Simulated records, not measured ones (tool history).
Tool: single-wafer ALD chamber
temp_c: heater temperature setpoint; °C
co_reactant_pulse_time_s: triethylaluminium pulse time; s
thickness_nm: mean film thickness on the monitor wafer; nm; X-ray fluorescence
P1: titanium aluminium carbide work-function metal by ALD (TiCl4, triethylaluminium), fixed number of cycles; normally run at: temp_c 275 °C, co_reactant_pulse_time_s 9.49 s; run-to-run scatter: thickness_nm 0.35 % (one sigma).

| run | hour | temp_c | co_reactant_pulse_time_s | thickness_nm |
|---|---|---|---|---|
| 1 | 7.4 | 275 | 9.49 | 1.7616 |
| 2 | 17.3 | 252 | 9.49 | 1.5780 |
| 3 | 31.8 | 275 | 9.49 | 1.7799 |
| 4 | 39.0 | 275 | 9.49 | 1.7559 |
| 5 | 46.7 | 275 | 9.49 | 1.7658 |
| 6 | 60.9 | 275 | 14.22 | 1.8309 |
|  | 63.4 | thermocouple changed; heater temperature recalibrated |
| 7 | 74.2 | 275 | 4.47 | 1.4448 |
| 8 | 81.2 | 252 | 6.12 | 1.4483 |
| 9 | 89.4 | 297 | 9.49 | 1.9667 |
| 10 | 103.7 | 275 | 9.49 | 1.7695 |
| 11 | 117.2 | 290 | 14.67 | 1.9481 |
| 12 | 125.0 | 253 | 14.74 | 1.6456 |
| 13 | 139.7 | 275 | 9.49 | 1.7771 |
| 14 | 151.6 | 275 | 9.49 | 1.7512 |
| 15 | 166.0 | 275 | 9.49 | 1.7479 |
| 16 | 180.9 | 275 | 9.49 | 1.7305 |
| 17 | 189.4 | 275 | 9.49 | 1.7301 |
| 18 | 204.1 | 275 | 9.49 | 1.7300 |
| 19 | 211.2 | 275 | 9.49 | 1.7263 |
| 20 | 220.1 | 275 | 9.49 | 1.7337 |
| 21 | 230.6 | 275 | 9.49 | 1.7245 |

What P1 gives has crept away from where it was. These 2 causes fit the log equally well, each at the size given:
A: triethylaluminium dose below that of a fresh bottle (%) = 14.6
B: wafer temperature below the value expected at the setpoint (K) = 5.11
The creep began at about hour 139.7.

4 check runs are offered, one wafer each, their results left as question marks. Which one tells the causes apart?
| check 1 | 241.1 | 253 | 11.84 | ? |
| check 2 | 241.1 | 294 | 11.78 | ? |
| check 3 | 241.1 | 288 | 9.49 | ? |
| check 4 | 241.1 | 265 | 5.17 | ? |

What each check would give under each cause:
| check | result | if A | if B |
|---|---|---|---|
| check 1 | thickness_nm | 1.5998 | 1.5974 |
| check 2 | thickness_nm | 1.9453 | 1.9286 |
| check 3 | thickness_nm | 1.8350 | 1.8370 |
| check 4 | thickness_nm | 1.3707 | 1.4217 |
How far apart the two closest causes lie, in the result that separates them most: check 1 0.15 %; check 2 0.86 %; check 3 0.11 %; check 4 3.66 %
Check 4 tells the causes apart: in the others they would give nearly the same result.

Then check 4 was run and gave: thickness_nm 1.3701 nm. Which cause is it?

It is A: triethylaluminium dose below that of a fresh bottle (%).
